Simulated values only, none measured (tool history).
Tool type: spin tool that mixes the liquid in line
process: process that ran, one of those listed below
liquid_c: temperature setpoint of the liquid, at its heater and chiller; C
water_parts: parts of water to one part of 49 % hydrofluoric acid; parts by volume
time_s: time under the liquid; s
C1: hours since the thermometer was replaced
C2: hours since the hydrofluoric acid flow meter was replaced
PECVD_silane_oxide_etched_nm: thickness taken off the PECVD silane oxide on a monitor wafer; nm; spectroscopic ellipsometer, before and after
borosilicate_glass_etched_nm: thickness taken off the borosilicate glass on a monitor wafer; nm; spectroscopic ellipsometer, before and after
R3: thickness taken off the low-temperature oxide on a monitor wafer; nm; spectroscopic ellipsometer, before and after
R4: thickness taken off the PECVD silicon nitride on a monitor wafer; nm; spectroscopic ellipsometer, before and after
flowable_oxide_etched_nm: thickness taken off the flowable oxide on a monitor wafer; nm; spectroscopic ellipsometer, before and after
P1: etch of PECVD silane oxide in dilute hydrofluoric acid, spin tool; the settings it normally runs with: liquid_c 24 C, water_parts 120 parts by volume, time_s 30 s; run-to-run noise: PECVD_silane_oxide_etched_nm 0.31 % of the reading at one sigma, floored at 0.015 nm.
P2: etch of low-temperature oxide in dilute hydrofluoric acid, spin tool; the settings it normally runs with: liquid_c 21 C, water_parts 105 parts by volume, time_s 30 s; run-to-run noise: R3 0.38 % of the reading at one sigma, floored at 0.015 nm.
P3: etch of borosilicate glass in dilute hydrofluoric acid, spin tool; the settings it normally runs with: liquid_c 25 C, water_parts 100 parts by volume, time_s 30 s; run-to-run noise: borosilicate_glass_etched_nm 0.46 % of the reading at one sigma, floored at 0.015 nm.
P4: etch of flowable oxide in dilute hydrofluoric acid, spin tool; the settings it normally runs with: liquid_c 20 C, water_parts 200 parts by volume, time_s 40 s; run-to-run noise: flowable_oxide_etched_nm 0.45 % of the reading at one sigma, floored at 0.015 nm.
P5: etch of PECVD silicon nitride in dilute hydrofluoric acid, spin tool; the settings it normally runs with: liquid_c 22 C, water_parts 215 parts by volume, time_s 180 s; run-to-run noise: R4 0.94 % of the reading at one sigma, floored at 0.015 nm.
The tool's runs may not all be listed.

Run 1, hour 9.4: process P1, liquid_c 24 C, water_parts 120 parts by volume, time_s 30 s; C1 1167.1; C2 739.7. Result: PECVD_silane_oxide_etched_nm 7.4776 nm.
Run 2, hour 15.9: process P3, liquid_c 25 C, water_parts 100 parts by volume, time_s 50 s; C1 1173.6; C2 746.2. Result: borosilicate_glass_etched_nm 24.244 nm.
Run 3, hour 23.2: process P1, liquid_c 24 C, water_parts 25 parts by volume, time_s 30 s; C1 1180.9; C2 753.5. Result: PECVD_silane_oxide_etched_nm 40.599 nm.
Run 4, hour 31.7: process P1, liquid_c 24 C, water_parts 120 parts by volume, time_s 30 s; C1 1189.4; C2 762. Result: PECVD_silane_oxide_etched_nm 7.4636 nm.
At hour 34.1: thermometer replaced.
Run 5, hour 37.1: process P1, liquid_c 24 C, water_parts 120 parts by volume, time_s 30 s; C1 3.1; C2 767.4. Result: PECVD_silane_oxide_etched_nm 7.4719 nm.
Run 6, hour 43.1: process P1, liquid_c 24 C, water_parts 120 parts by volume, time_s 30 s; C1 9.1; C2 773.4. Result: PECVD_silane_oxide_etched_nm 7.4716 nm.
Run 7, hour 49.7: process P2, liquid_c 21 C, water_parts 105 parts by volume, time_s 45 s; C1 15.7; C2 780. Result: R3 11.012 nm.
Run 8, hour 55.7: process P1, liquid_c 19.5 C, water_parts 120 parts by volume, time_s 30 s; C1 21.7; C2 786. Result: PECVD_silane_oxide_etched_nm 6.2724 nm.
Run 9, hour 61.2: process P3, liquid_c 25 C, water_parts 100 parts by volume, time_s 30 s; C1 27.2; C2 791.5. Result: borosilicate_glass_etched_nm 14.666 nm.
Run 10, hour 67.4: process P2, liquid_c 21 C, water_parts 150 parts by volume, time_s 30 s; C1 33.4; C2 797.7. Result: R3 4.8772 nm.
Run 11, hour 74.9: process P3, liquid_c 25 C, water_parts 35 parts by volume, time_s 30 s; C1 40.9; C2 805.2. Result: borosilicate_glass_etched_nm 45.65 nm.
Run 12, hour 83.4: process P1, liquid_c 24 C, water_parts 205 parts by volume, time_s 30 s; C1 49.4; C2 813.7. Result: PECVD_silane_oxide_etched_nm 3.9688 nm.
Run 13, hour 93.7: process P5, liquid_c 22 C, water_parts 315 parts by volume, time_s 180 s; C1 59.7; C2 824. Result: R4 1.7015 nm.
Run 14, hour 103.6: process P4, liquid_c 20 C, water_parts 200 parts by volume, time_s 70 s; C1 69.6; C2 833.9. Result: flowable_oxide_etched_nm 15.692 nm.
Run 15, hour 109.1: process P1, liquid_c 24 C, water_parts 120 parts by volume, time_s 30 s; C1 75.1; C2 839.4. Result: PECVD_silane_oxide_etched_nm 7.4781 nm.
Run 16, hour 116.6: process P5, liquid_c 22 C, water_parts 215 parts by volume, time_s 180 s; C1 82.6; C2 846.9. Result: R4 2.5253 nm.
Run 17, hour 125.8: process P5, liquid_c 22 C, water_parts 215 parts by volume, time_s 180 s; C1 91.8; C2 856.1. Result: R4 2.4919 nm.
Run 18, hour 131.7: process P1, liquid_c 28.5 C, water_parts 120 parts by volume, time_s 30 s; C1 97.7; C2 862. Result: PECVD_silane_oxide_etched_nm 8.8627 nm.
Run 19, hour 140.4: process P5, liquid_c 22 C, water_parts 215 parts by volume, time_s 25 s; C1 106.4; C2 870.7. Result: R4 0.33523 nm.
Run 20, hour 147.4: process P2, liquid_c 26.5 C, water_parts 105 parts by volume, time_s 30 s; C1 113.4; C2 877.7. Result: R3 9.2038 nm.
Run 21, hour 156.6: process P1, liquid_c 24 C, water_parts 120 parts by volume, time_s 60 s; C1 122.6; C2 886.9. Result: PECVD_silane_oxide_etched_nm 14.98 nm.
Run 22, hour 163: process P1, liquid_c 24 C, water_parts 205 parts by volume, time_s 55 s; C1 129; C2 893.3. Result: PECVD_silane_oxide_etched_nm 7.312 nm.
Run 23, hour 170.8: process P4, liquid_c 20 C, water_parts 200 parts by volume, time_s 40 s; C1 136.8; C2 901.1. Result: flowable_oxide_etched_nm 9.0154 nm.
Run 24, hour 179.3: process P4, liquid_c 20 C, water_parts 200 parts by volume, time_s 40 s; C1 145.3; C2 909.6. Result: flowable_oxide_etched_nm 8.9395 nm.
Run 25, hour 187.5: process P2, liquid_c 21 C, water_parts 105 parts by volume, time_s 30 s; C1 153.5; C2 917.8. Result: R3 7.3639 nm.
Run 26, hour 194.1: process P1, liquid_c 24 C, water_parts 120 parts by volume, time_s 15 s; C1 160.1; C2 924.4. Result: PECVD_silane_oxide_etched_nm 3.7349 nm.
Run 27, hour 204.1: process P2, liquid_c 21 C, water_parts 105 parts by volume, time_s 30 s; C1 170.1; C2 934.4. Result: R3 7.3265 nm.
Run 28, hour 211.3: process P5, liquid_c 29 C, water_parts 215 parts by volume, time_s 180 s; C1 177.3; C2 941.6. Result: R4 3.8543 nm.
Run 29, hour 216.7: process P3, liquid_c 29 C, water_parts 100 parts by volume, time_s 30 s; C1 182.7; C2 947. Result: borosilicate_glass_etched_nm 16.962 nm.
Run 30, hour 225.7: process P4, liquid_c 20 C, water_parts 125 parts by volume, time_s 40 s; C1 191.7; C2 956. Result: flowable_oxide_etched_nm 15.553 nm.
Run 31, hour 232.9: process P4, liquid_c 25.5 C, water_parts 200 parts by volume, time_s 40 s; C1 198.9; C2 963.2. Result: flowable_oxide_etched_nm 11.067 nm.
Run 32, hour 242.1: process P1, liquid_c 24 C, water_parts 120 parts by volume, time_s 30 s; C1 208.1; C2 972.4. Result: PECVD_silane_oxide_etched_nm 7.4446 nm.
Run 33, hour 249.1: process P1, liquid_c 24 C, water_parts 120 parts by volume, time_s 30 s; C1 215.1; C2 979.4. Result: PECVD_silane_oxide_etched_nm 7.2606 nm.
Run 34, hour 255.3: process P1, liquid_c 24 C, water_parts 120 parts by volume, time_s 30 s; C1 221.3; C2 985.6. Result: PECVD_silane_oxide_etched_nm 7.1836 nm.
Run 35, hour 260.8: process P1, liquid_c 24 C, water_parts 120 parts by volume, time_s 30 s; C1 226.8; C2 991.1. Result: PECVD_silane_oxide_etched_nm 7.0831 nm.
Run 36, hour 267.3: process P1, liquid_c 24 C, water_parts 120 parts by volume, time_s 30 s; C1 233.3; C2 997.6. Result: PECVD_silane_oxide_etched_nm 7.1111 nm.
Run 37, hour 274.5: process P1, liquid_c 24 C, water_parts 120 parts by volume, time_s 30 s; C1 240.5; C2 1004.8. Result: PECVD_silane_oxide_etched_nm 7.0307 nm.
Run 38, hour 282.7: process P1, liquid_c 24 C, water_parts 120 parts by volume, time_s 30 s; C1 248.7; C2 1013. Result: PECVD_silane_oxide_etched_nm 7.0028 nm.
Run 39, hour 293: process P1, liquid_c 24 C, water_parts 120 parts by volume, time_s 30 s; C1 259; C2 1023.3. Result: PECVD_silane_oxide_etched_nm 7.0101 nm.
Run 40, hour 302.6: process P1, liquid_c 24 C, water_parts 120 parts by volume, time_s 30 s; C1 268.6; C2 1032.9. Result: PECVD_silane_oxide_etched_nm 6.9469 nm.

The output of P1 has drifted from where it used to be. Each of the 2 causes below, taken at the size shown beside it, accounts for the log equally well:
A: hydrofluoric acid flow below the setpoint (%) = 5.66
B: liquid colder than its thermometer reads (K) = 1.7
The onset of the drift is placed at about hour 242.1.

4 check runs are offered, each on 3 wafers whose results are averaged, their results left as question marks. Which one tells the causes apart?
Run check 1, hour 312.2: process P3, liquid_c 25 C, water_parts 100 parts by volume, time_s 30 s. Result: borosilicate_glass_etched_nm ?.
Run check 2, hour 312.2: process P4, liquid_c 20 C, water_parts 200 parts by volume, time_s 40 s. Result: flowable_oxide_etched_nm ?.
Run check 3, hour 312.2: process P2, liquid_c 21 C, water_parts 105 parts by volume, time_s 30 s. Result: R3 ?.
Run check 4, hour 312.2: process P5, liquid_c 22 C, water_parts 215 parts by volume, time_s 180 s. Result: R4 ?.

Check results expected under each cause:
  check                        result    if A    if B
check 1  borosilicate_glass_etched_nm  13.682  13.661
check 2      flowable_oxide_etched_nm  8.3626  8.3938
check 3                            R3  6.8873   6.859
check 4                            R4  2.3705  2.2488
Gap, in per cent, between the two causes that each check separates least, read from the result that separates them most: check 1 0.15 %; check 2 0.37 %; check 3 0.41 %; check 4 5.27 %
Check 4 tells the causes apart: in the others they would give nearly the same result.

Check 4 was carried out, with these results: R4 2.2512 nm. Which of the listed causes is responsible?

B is the cause: liquid colder than its thermometer reads (K).
